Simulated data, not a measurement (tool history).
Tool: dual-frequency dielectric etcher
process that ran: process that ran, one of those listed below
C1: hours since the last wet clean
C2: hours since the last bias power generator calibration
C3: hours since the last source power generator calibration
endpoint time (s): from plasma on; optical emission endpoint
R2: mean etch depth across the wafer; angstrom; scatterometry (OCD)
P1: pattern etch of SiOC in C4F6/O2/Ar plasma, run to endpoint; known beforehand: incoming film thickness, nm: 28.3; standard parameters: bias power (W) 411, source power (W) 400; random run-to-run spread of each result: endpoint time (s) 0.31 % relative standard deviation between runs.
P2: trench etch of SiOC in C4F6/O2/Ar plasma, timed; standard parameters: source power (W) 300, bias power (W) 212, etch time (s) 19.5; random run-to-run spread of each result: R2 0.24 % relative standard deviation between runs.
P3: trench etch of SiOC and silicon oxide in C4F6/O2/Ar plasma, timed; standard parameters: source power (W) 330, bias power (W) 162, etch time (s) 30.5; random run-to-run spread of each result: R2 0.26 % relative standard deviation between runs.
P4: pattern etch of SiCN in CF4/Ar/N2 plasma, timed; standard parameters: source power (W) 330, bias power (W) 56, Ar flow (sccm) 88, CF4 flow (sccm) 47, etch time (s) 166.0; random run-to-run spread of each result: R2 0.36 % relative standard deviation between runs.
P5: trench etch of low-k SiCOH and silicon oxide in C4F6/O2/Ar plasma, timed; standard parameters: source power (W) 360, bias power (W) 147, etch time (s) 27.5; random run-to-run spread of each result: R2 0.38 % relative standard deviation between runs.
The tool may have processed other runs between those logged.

run 1 hour=12.0 | process_that_ran=P1 bias_power_(W)=411 source_power_(W)=400 | C1=64.8 C2=662.6 C3=1793.2 | endpoint_time_(s)=9.8022
run 2 hour=20.2 | process_that_ran=P4 bias_power_(W)=56 source_power_(W)=330 Ar_flow_(sccm)=106 CF4_flow_(sccm)=47 etch_time_(s)=166.0 | C1=73.0 C2=670.8 C3=1801.4 | R2=945.54
run 3 hour=31.2 | process_that_ran=P4 bias_power_(W)=56 source_power_(W)=200 Ar_flow_(sccm)=88 CF4_flow_(sccm)=47 etch_time_(s)=166.0 | C1=84.0 C2=681.8 C3=1812.4 | R2=630.37
run 4 hour=38.8 | process_that_ran=P1 bias_power_(W)=411 source_power_(W)=400 | C1=91.6 C2=689.4 C3=1820.0 | endpoint_time_(s)=9.8933
run 5 hour=49.9 | process_that_ran=P2 bias_power_(W)=212 source_power_(W)=300 etch_time_(s)=24.0 | C1=102.7 C2=700.5 C3=1831.1 | R2=463.16
run 6 hour=60.5 | process_that_ran=P5 bias_power_(W)=147 source_power_(W)=360 etch_time_(s)=15.0 | C1=113.3 C2=711.1 C3=1841.7 | R2=421.81
run 7 hour=68.9 | process_that_ran=P1 bias_power_(W)=411 source_power_(W)=500 | C1=121.7 C2=719.5 C3=1850.1 | endpoint_time_(s)=9.0605
run 8 hour=75.6 | process_that_ran=P1 bias_power_(W)=558 source_power_(W)=510 | C1=128.4 C2=726.2 C3=1856.8 | endpoint_time_(s)=8.0620
run 9 hour=87.9 | process_that_ran=P5 bias_power_(W)=102 source_power_(W)=360 etch_time_(s)=27.5 | C1=140.7 C2=738.5 C3=1869.1 | R2=698.83
run 10 hour=94.6 | process_that_ran=P3 bias_power_(W)=209 source_power_(W)=330 etch_time_(s)=30.5 | C1=147.4 C2=745.2 C3=1875.8 | R2=605.39
run 11 hour=104.6 | process_that_ran=P4 bias_power_(W)=44 source_power_(W)=330 Ar_flow_(sccm)=88 CF4_flow_(sccm)=47 etch_time_(s)=166.0 | C1=157.4 C2=755.2 C3=1885.8 | R2=901.75
run 12 hour=111.3 | process_that_ran=P4 bias_power_(W)=56 source_power_(W)=330 Ar_flow_(sccm)=88 CF4_flow_(sccm)=47 etch_time_(s)=166.0 | C1=164.1 C2=761.9 C3=1892.5 | R2=978.72
run 13 hour=118.4 | process_that_ran=P3 bias_power_(W)=162 source_power_(W)=260 etch_time_(s)=30.5 | C1=171.2 C2=769.0 C3=1899.6 | R2=507.23
run 14 hour=129.9 | process_that_ran=P2 bias_power_(W)=299 source_power_(W)=300 etch_time_(s)=19.5 | C1=182.7 C2=780.5 C3=1911.1 | R2=424.85
run 15 hour=137.6 | process_that_ran=P4 bias_power_(W)=56 source_power_(W)=330 Ar_flow_(sccm)=88 CF4_flow_(sccm)=59 etch_time_(s)=166.0 | C1=190.4 C2=788.2 C3=1918.8 | R2=1012.40
run 16 hour=147.1 | process_that_ran=P1 bias_power_(W)=411 source_power_(W)=400 | C1=199.9 C2=797.7 C3=1928.3 | endpoint_time_(s)=9.8645
run 17 hour=159.7 | process_that_ran=P4 bias_power_(W)=56 source_power_(W)=330 Ar_flow_(sccm)=88 CF4_flow_(sccm)=47 etch_time_(s)=219.0 | C1=212.5 C2=810.3 C3=1940.9 | R2=1293.40
run 18 hour=172.5 | process_that_ran=P2 bias_power_(W)=212 source_power_(W)=370 etch_time_(s)=19.5 | C1=225.3 C2=823.1 C3=1953.7 | R2=408.01
run 19 hour=182.8 | process_that_ran=P4 bias_power_(W)=56 source_power_(W)=330 Ar_flow_(sccm)=88 CF4_flow_(sccm)=47 etch_time_(s)=166.0 | C1=235.6 C2=833.4 C3=1964.0 | R2=978.13
run 20 hour=195.7 | process_that_ran=P1 bias_power_(W)=544 source_power_(W)=400 | C1=248.5 C2=846.3 C3=1976.9 | endpoint_time_(s)=8.8414
run 21 hour=209.2 | process_that_ran=P1 bias_power_(W)=291 source_power_(W)=400 | C1=262.0 C2=859.8 C3=1990.4 | endpoint_time_(s)=11.2000
-- hour=216.3 wet clean of the chamber
run 22 hour=219.7 | process_that_ran=P5 bias_power_(W)=147 source_power_(W)=290 etch_time_(s)=27.5 | C1=3.4 C2=870.3 C3=2000.9 | R2=710.85
run 23 hour=227.3 | process_that_ran=P1 bias_power_(W)=411 source_power_(W)=400 | C1=11.0 C2=877.9 C3=2008.5 | endpoint_time_(s)=9.8682
run 24 hour=233.8 | process_that_ran=P3 bias_power_(W)=162 source_power_(W)=330 etch_time_(s)=30.5 | C1=17.5 C2=884.4 C3=2015.0 | R2=557.42
run 25 hour=245.9 | process_that_ran=P1 bias_power_(W)=411 source_power_(W)=400 | C1=29.6 C2=896.5 C3=2027.1 | endpoint_time_(s)=9.8759
run 26 hour=256.1 | process_that_ran=P3 bias_power_(W)=162 source_power_(W)=330 etch_time_(s)=30.5 | C1=39.8 C2=906.7 C3=2037.3 | R2=556.56
run 27 hour=264.3 | process_that_ran=P2 bias_power_(W)=212 source_power_(W)=300 etch_time_(s)=19.5 | C1=48.0 C2=914.9 C3=2045.5 | R2=376.30
run 28 hour=273.6 | process_that_ran=P5 bias_power_(W)=147 source_power_(W)=360 etch_time_(s)=27.5 | C1=57.3 C2=924.2 C3=2054.8 | R2=769.10
run 29 hour=285.1 | process_that_ran=P1 bias_power_(W)=411 source_power_(W)=250 | C1=68.8 C2=935.7 C3=2066.3 | endpoint_time_(s)=11.7720
run 30 hour=292.0 | process_that_ran=P3 bias_power_(W)=162 source_power_(W)=330 etch_time_(s)=38.5 | C1=75.7 C2=942.6 C3=2073.2 | R2=704.12
run 31 hour=300.1 | process_that_ran=P1 bias_power_(W)=411 source_power_(W)=400 | C1=83.8 C2=950.7 C3=2081.3 | endpoint_time_(s)=9.9041
run 32 hour=309.5 | process_that_ran=P1 bias_power_(W)=283 source_power_(W)=240 | C1=93.2 C2=960.1 C3=2090.7 | endpoint_time_(s)=13.6820
run 33 hour=322.5 | process_that_ran=P1 bias_power_(W)=411 source_power_(W)=400 | C1=106.2 C2=973.1 C3=2103.7 | endpoint_time_(s)=9.8628
run 34 hour=333.9 | process_that_ran=P1 bias_power_(W)=411 source_power_(W)=400 | C1=117.6 C2=984.5 C3=2115.1 | endpoint_time_(s)=9.8996
run 35 hour=347.0 | process_that_ran=P1 bias_power_(W)=411 source_power_(W)=400 | C1=130.7 C2=997.6 C3=2128.2 | endpoint_time_(s)=10.0080
-- hour=352.7 wet clean of the chamber
run 36 hour=356.7 | process_that_ran=P1 bias_power_(W)=411 source_power_(W)=400 | C1=4.0 C2=1007.3 C3=2137.9 | endpoint_time_(s)=9.9642
run 37 hour=365.5 | process_that_ran=P1 bias_power_(W)=411 source_power_(W)=400 | C1=12.8 C2=1016.1 C3=2146.7 | endpoint_time_(s)=9.9897
run 38 hour=376.9 | process_that_ran=P1 bias_power_(W)=411 source_power_(W)=400 | C1=24.2 C2=1027.5 C3=2158.1 | endpoint_time_(s)=9.9986
run 39 hour=390.7 | process_that_ran=P1 bias_power_(W)=411 source_power_(W)=400 | C1=38.0 C2=1041.3 C3=2171.9 | endpoint_time_(s)=10.0610
run 40 hour=398.3 | process_that_ran=P1 bias_power_(W)=411 source_power_(W)=400 | C1=45.6 C2=1048.9 C3=2179.5 | endpoint_time_(s)=9.9839
run 41 hour=405.5 | process_that_ran=P1 bias_power_(W)=411 source_power_(W)=400 | C1=52.8 C2=1056.1 C3=2186.7 | endpoint_time_(s)=10.0600

P1 has crept away from where it was. The log is fitted equally well by each of these 2 causes, at the sizes shown:
A: bias power that arrives under what is set, % = 4.76
B: source power that arrives under what is set, % = 4.62
The creep began at about hour 322.5.
Excluded causes, each with its reason:
chamber walls in a state that lowers the etch rate, %: maintenance at hour 352.7, after the shift began, did not return the process to its former output

You are offered 4 check runs, listed below with question marks in place of their results; each one averages 2 wafers. Which run separates the listed causes by giving clearly different results for each?
run check 1 hour=412.7 | process_that_ran=P5 bias_power_(W)=147 source_power_(W)=360 etch_time_(s)=27.5 | R2=?
run check 2 hour=412.7 | process_that_ran=P2 bias_power_(W)=212 source_power_(W)=300 etch_time_(s)=19.5 | R2=?
run check 3 hour=412.7 | process_that_ran=P3 bias_power_(W)=162 source_power_(W)=330 etch_time_(s)=30.5 | R2=?
run check 4 hour=412.7 | process_that_ran=P4 bias_power_(W)=56 source_power_(W)=330 Ar_flow_(sccm)=88 CF4_flow_(sccm)=47 etch_time_(s)=166.0 | R2=?

If the cause were each of the candidates in turn, the checks would give the following:
check=check_1 result=R2 if_A=760.70 if_B=757.78
check=check_2 result=R2 if_A=370.27 if_B=369.57
check=check_3 result=R2 if_A=548.93 if_B=547.17
check=check_4 result=R2 if_A=961.30 if_B=938.14
Smallest distance between any two causes, each pair judged by its most separating result, in per cent: check 1 0.38 %; check 2 0.19 %; check 3 0.32 %; check 4 2.44 %
The other checks would show nearly matching results whichever cause is true, so check 4 is the only one that separates the causes.

The results of check 4 are: R2 937.43 angstrom. Based on these, which of the listed causes is it?

The correct cause is B, namely: source power that arrives under what is set, %.

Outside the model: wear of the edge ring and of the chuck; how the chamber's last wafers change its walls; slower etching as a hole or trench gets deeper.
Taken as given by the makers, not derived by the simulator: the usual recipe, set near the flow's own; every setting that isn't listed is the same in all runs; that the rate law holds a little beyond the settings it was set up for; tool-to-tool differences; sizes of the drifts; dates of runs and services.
